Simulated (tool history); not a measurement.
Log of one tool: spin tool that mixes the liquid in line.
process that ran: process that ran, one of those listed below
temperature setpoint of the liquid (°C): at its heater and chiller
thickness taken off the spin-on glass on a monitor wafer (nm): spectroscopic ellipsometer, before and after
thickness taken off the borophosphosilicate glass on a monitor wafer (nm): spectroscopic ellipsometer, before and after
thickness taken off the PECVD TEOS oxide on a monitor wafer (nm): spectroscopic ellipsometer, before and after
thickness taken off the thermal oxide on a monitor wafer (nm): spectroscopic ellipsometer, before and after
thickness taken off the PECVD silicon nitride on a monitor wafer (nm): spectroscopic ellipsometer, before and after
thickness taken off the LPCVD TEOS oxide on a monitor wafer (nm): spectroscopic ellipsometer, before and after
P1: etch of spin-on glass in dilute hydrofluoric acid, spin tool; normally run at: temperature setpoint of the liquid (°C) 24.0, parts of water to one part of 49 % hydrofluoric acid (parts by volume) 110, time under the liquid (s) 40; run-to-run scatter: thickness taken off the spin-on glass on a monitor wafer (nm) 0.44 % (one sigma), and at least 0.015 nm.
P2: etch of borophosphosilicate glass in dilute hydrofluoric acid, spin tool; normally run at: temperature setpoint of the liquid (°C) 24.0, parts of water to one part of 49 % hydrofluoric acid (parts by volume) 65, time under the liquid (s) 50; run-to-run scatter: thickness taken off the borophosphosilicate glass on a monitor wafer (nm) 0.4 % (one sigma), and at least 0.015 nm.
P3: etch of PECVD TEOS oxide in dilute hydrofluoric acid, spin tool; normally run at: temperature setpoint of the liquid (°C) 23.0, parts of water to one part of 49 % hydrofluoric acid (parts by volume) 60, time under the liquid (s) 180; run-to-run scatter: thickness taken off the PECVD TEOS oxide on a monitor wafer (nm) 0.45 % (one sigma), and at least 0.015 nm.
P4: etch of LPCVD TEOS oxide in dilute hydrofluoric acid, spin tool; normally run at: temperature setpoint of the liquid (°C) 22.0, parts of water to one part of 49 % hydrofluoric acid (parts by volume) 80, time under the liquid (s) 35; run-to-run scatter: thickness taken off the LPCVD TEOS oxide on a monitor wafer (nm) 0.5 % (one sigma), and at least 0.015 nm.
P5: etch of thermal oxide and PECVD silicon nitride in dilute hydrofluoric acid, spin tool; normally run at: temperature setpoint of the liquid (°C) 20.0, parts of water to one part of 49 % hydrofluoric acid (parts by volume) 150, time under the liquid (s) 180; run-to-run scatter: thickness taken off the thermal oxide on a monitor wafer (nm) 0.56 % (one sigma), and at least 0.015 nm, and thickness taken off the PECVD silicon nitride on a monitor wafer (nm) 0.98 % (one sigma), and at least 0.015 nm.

| run | hour | process that ran | temperature setpoint of the liquid (°C) | parts of water to one part of 49 % hydrofluoric acid (parts by volume) | time under the liquid (s) | thickness taken off the spin-on glass on a monitor wafer (nm) | thickness taken off the borophosphosilicate glass on a monitor wafer (nm) | thickness taken off the PECVD TEOS oxide on a monitor wafer (nm) | thickness taken off the thermal oxide on a monitor wafer (nm) | thickness taken off the PECVD silicon nitride on a monitor wafer (nm) | thickness taken off the LPCVD TEOS oxide on a monitor wafer (nm) |
|---|---|---|---|---|---|---|---|---|---|---|---|
| 1 | 16.0 | P1 | 24.0 | 110 | 40 | 12.6560 |  |  |  |  |  |
| 2 | 34.2 | P2 | 24.0 | 65 | 50 |  | 24.1510 |  |  |  |  |
| 3 | 53.2 | P3 | 23.0 | 60 | 180 |  |  | 30.353 |  |  |  |
| 4 | 61.6 | P5 | 20.0 | 150 | 180 |  |  |  | 4.9077 | 2.4102 |  |
| 5 | 74.5 | P2 | 30.5 | 65 | 50 |  | 31.3050 |  |  |  |  |
| 6 | 89.7 | P1 | 24.0 | 110 | 15 | 4.7197 |  |  |  |  |  |
| 7 | 106.0 | P3 | 23.0 | 105 | 180 |  |  | 16.462 |  |  |  |
| 8 | 117.0 | P1 | 24.0 | 110 | 40 | 12.6750 |  |  |  |  |  |
| 9 | 127.8 | P5 | 20.0 | 225 | 180 |  |  |  | 3.0219 | 1.6283 |  |
| 10 | 143.7 | P1 | 24.0 | 110 | 40 | 12.7100 |  |  |  |  |  |
| 11 | 161.5 | P1 | 24.0 | 110 | 40 | 12.8010 |  |  |  |  |  |
| 12 | 177.1 | P1 | 29.5 | 110 | 40 | 15.7050 |  |  |  |  |  |
| 13 | 195.4 | P3 | 23.0 | 60 | 180 |  |  | 30.573 |  |  |  |
|  | 204.7 | thermometer replaced |
| 14 | 212.8 | P1 | 24.0 | 110 | 40 | 12.7320 |  |  |  |  |  |
| 15 | 225.4 | P3 | 23.0 | 60 | 285 |  |  | 48.215 |  |  |  |
| 16 | 241.9 | P1 | 24.0 | 165 | 40 | 7.9638 |  |  |  |  |  |
| 17 | 259.6 | P2 | 24.0 | 65 | 15 |  | 7.2667 |  |  |  |  |
| 18 | 273.3 | P5 | 20.0 | 150 | 315 |  |  |  | 8.4427 | 4.2133 |  |
| 19 | 288.2 | P1 | 19.0 | 110 | 40 | 10.3770 |  |  |  |  |  |
| 20 | 299.7 | P2 | 24.0 | 95 | 50 |  | 15.9740 |  |  |  |  |
| 21 | 318.9 | P4 | 28.0 | 80 | 35 |  |  |  |  |  | 17.374 |
| 22 | 336.2 | P4 | 22.0 | 30 | 35 |  |  |  |  |  | 38.895 |
| 23 | 348.5 | P1 | 27.5 | 55 | 40 | 31.2650 |  |  |  |  |  |
|  | 351.5 | hydrofluoric acid flow meter replaced |
| 24 | 359.6 | P4 | 22.0 | 80 | 35 |  |  |  |  |  | 13.836 |
| 25 | 369.8 | P5 | 20.0 | 150 | 180 |  |  |  | 4.8487 | 2.4283 |  |
| 26 | 388.6 | P1 | 24.0 | 110 | 40 | 12.7520 |  |  |  |  |  |
| 27 | 405.5 | P1 | 24.0 | 110 | 80 | 25.4700 |  |  |  |  |  |
| 28 | 423.1 | P3 | 28.0 | 60 | 180 |  |  | 37.285 |  |  |  |
| 29 | 435.3 | P4 | 22.0 | 80 | 65 |  |  |  |  |  | 25.458 |
| 30 | 448.1 | P1 | 24.0 | 25 | 40 | 61.9650 |  |  |  |  |  |
| 31 | 458.3 | P5 | 17.0 | 150 | 180 |  |  |  | 4.3238 | 1.9626 |  |
| 32 | 471.8 | P2 | 24.0 | 65 | 50 |  | 24.2130 |  |  |  |  |
| 33 | 483.2 | P1 | 24.0 | 110 | 40 | 12.6950 |  |  |  |  |  |
| 34 | 492.7 | P1 | 24.0 | 110 | 40 | 12.4140 |  |  |  |  |  |
| 35 | 504.7 | P1 | 24.0 | 110 | 40 | 12.1930 |  |  |  |  |  |
| 36 | 517.7 | P1 | 24.0 | 110 | 40 | 12.0840 |  |  |  |  |  |
| 37 | 528.3 | P1 | 24.0 | 110 | 40 | 12.0210 |  |  |  |  |  |

The next listed run, before its measurement:
| 38 | 536.7 | P1 | 24.0 | 110 | 40 | ? |  |  |  |  |  |

thickness taken off the spin-on glass on a monitor wafer (nm): 11.9980
